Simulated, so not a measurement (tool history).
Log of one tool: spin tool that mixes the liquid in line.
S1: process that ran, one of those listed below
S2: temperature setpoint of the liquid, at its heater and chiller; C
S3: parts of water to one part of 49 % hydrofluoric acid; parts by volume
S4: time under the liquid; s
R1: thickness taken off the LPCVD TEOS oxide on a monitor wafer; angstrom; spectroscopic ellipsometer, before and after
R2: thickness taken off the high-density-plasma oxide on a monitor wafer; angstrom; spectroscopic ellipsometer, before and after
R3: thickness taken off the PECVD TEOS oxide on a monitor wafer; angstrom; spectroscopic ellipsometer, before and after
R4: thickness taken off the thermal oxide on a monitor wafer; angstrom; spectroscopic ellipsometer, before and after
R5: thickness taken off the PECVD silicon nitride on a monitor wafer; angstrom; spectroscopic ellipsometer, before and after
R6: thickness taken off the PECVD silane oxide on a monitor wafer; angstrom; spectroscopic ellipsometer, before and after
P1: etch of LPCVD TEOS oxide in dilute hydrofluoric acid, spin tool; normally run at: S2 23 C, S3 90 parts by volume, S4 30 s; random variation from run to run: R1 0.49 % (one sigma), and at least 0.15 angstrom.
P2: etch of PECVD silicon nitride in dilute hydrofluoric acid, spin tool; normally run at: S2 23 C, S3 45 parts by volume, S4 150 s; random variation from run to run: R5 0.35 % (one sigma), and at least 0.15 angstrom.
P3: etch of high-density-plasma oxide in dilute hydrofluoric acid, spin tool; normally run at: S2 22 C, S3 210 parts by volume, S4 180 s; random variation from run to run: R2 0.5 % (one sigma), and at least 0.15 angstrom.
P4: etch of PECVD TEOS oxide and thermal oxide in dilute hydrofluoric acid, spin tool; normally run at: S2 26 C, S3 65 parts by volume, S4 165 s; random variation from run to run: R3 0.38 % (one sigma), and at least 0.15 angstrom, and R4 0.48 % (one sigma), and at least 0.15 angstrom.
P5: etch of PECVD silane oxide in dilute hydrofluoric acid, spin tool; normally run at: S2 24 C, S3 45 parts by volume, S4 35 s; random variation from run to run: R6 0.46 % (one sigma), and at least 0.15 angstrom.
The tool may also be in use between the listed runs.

| run | hour | S1 | S2 | S3 | S4 | R1 | R2 | R3 | R4 | R5 | R6 |
|---|---|---|---|---|---|---|---|---|---|---|---|
| 1 | 12.9 | P1 | 23 | 90 | 30 | 97.777 |  |  |  |  |  |
| 2 | 27.5 | P1 | 23 | 90 | 30 | 98.325 |  |  |  |  |  |
| 3 | 34.1 | P3 | 17 | 210 | 180 |  | 40.183 |  |  |  |  |
| 4 | 41.8 | P4 | 31 | 65 | 165 |  |  | 321.05 | 171.27 |  |  |
| 5 | 55.3 | P2 | 19 | 45 | 150 |  |  |  |  | 80.195 |  |
| 6 | 63.8 | P5 | 24 | 45 | 35 |  |  |  |  |  | 151.92 |
| 7 | 76.6 | P3 | 22 | 115 | 180 |  | 98.614 |  |  |  |  |
| 8 | 84.9 | P1 | 23 | 90 | 60 | 194.37 |  |  |  |  |  |
| 9 | 97.9 | P4 | 26 | 30 | 165 |  |  | 604.67 | 323.5 |  |  |
| 10 | 109.4 | P5 | 24 | 45 | 35 |  |  |  |  |  | 151.56 |
| 11 | 116.5 | P4 | 26 | 65 | 165 |  |  | 263.42 | 142.25 |  |  |
| 12 | 127.3 | P2 | 23 | 75 | 150 |  |  |  |  | 63.808 |  |
| 13 | 136 | P5 | 24 | 45 | 15 |  |  |  |  |  | 64.729 |
| 14 | 144.7 | P2 | 23 | 45 | 295 |  |  |  |  | 207.29 |  |
| 15 | 153.1 | P3 | 22 | 210 | 260 |  | 69.968 |  |  |  |  |
| 16 | 167.5 | P2 | 23 | 45 | 150 |  |  |  |  | 105.44 |  |
| 17 | 174.9 | P1 | 23 | 90 | 15 | 48.964 |  |  |  |  |  |
| 18 | 188.3 | P1 | 27.5 | 135 | 30 | 72.899 |  |  |  |  |  |
| 19 | 196.9 | P5 | 24 | 70 | 35 |  |  |  |  |  | 94.825 |
| 20 | 207.8 | P1 | 17 | 90 | 30 | 76.53 |  |  |  |  |  |
| 21 | 220.1 | P1 | 23 | 90 | 30 | 98.165 |  |  |  |  |  |
| 22 | 227.1 | P4 | 26 | 65 | 75 |  |  | 120.57 | 64.114 |  |  |
| 23 | 238.4 | P1 | 23 | 125 | 30 | 67.176 |  |  |  |  |  |
| 24 | 251.7 | P3 | 22 | 210 | 180 |  | 48.232 |  |  |  |  |
| 25 | 258.2 | P5 | 18 | 45 | 35 |  |  |  |  |  | 117.53 |
| 26 | 268 | P1 | 29 | 90 | 30 | 124.18 |  |  |  |  |  |
| 27 | 275.4 | P1 | 23 | 90 | 30 | 97.27 |  |  |  |  |  |
| 28 | 282.1 | P1 | 23 | 50 | 30 | 184.28 |  |  |  |  |  |
| 29 | 294.2 | P1 | 23 | 90 | 30 | 98.056 |  |  |  |  |  |

Forecast run 30:
| 30 | 307 | P4 | 26 | 65 | 165 |  |  | ? | ? |  |  |

R3: 264.91 angstrom
R4: 142.58 angstrom

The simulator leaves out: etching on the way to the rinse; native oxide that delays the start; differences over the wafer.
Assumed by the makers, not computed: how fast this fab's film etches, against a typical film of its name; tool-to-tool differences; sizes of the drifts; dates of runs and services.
